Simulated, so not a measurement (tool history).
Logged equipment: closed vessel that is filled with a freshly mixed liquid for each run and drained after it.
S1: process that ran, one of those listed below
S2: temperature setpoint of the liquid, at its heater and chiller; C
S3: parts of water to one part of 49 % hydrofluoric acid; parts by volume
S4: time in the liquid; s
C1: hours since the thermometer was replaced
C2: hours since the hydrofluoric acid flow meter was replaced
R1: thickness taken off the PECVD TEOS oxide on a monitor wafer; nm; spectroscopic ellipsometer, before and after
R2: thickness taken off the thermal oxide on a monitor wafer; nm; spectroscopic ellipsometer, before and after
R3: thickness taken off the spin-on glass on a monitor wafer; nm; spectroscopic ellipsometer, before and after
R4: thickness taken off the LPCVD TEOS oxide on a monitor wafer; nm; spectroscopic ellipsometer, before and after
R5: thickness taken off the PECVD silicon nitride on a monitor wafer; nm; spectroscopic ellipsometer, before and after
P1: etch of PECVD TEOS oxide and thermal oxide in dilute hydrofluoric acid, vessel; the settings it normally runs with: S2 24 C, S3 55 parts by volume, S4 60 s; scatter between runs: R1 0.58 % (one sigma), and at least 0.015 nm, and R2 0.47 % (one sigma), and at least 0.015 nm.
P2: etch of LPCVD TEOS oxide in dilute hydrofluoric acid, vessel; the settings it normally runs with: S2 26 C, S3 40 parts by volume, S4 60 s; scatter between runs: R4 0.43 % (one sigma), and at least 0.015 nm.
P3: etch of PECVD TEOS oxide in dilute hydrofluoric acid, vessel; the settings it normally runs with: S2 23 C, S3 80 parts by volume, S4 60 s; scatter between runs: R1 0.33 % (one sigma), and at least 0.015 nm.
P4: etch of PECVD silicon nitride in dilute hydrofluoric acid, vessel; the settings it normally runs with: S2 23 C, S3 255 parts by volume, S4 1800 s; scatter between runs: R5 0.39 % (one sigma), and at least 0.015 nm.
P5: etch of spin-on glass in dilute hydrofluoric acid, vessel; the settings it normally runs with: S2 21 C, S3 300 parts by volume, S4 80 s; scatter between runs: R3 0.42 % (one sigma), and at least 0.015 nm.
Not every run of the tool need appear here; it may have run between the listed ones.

run   hour  S1    S2   S3    S4     C1      C2      R1      R2      R3      R4      R5
  1    6.6  P1    24   55    60  723.6  1248.8   33.05  5.5038
  2   10.8  P1    29   85    60  727.8    1253  24.876  4.1272
  3   16.1  P5    21  300    80  733.1  1258.3                  8.5436
  4   21.2  P3    23   80    60  738.2  1263.4   15.52
  5   29.3  P2    26   40    60  746.3  1271.5                          70.631
  6   35.1  P2    26   40   110  752.1  1277.3                          130.22
  7   41.9  P1    24   85    60  758.9  1284.1  20.439  3.4309
        47  -- hydrofluoric acid flow meter replaced
  8   48.4  P5    21   60    80  765.4     1.4                  55.038
  9   57.2  P3    23   25    60  774.2    10.2  53.272
 10   63.5  P3    23   80   110  780.5    16.5  28.819
 11   69.2  P1    24   55    60  786.2    22.2  32.801   5.522
 12   73.8  P4  17.5  255  1800  790.8    26.8                                   8.986
 13     82  P2    26   40    60    799      35                          71.419
 14   89.3  P2  32.5   40    60  806.3    42.3                          91.372
 15   95.7  P1    24   55    60  812.7    48.7  33.028  5.4935
 16  100.8  P5    17  300    80  817.8    53.8                  7.3814
 17  109.5  P1    24   55    60  826.5    62.5  32.906  5.5019
 18  115.9  P2    26   20    60  832.9    68.9                          146.06
 19  122.3  P1    24   55    60  839.3    75.3  32.853   5.525
 20  128.7  P4    23  255   145  845.7    81.7                                  1.0565
 21  137.4  P1    24   55   105  854.4    90.4  58.115   9.622
 22  144.6  P4    23  255  1800  861.6    97.6                                  12.895
 23  150.3  P3    17   80    60  867.3   103.3  12.169
 24  156.8  P1    24   55    30  873.8   109.8  16.518  2.7687

Run 25 comes next. What will it give?
 25  164.8  P5  21  300  120  881.8  117.8           ?

R3: 12.83 nm
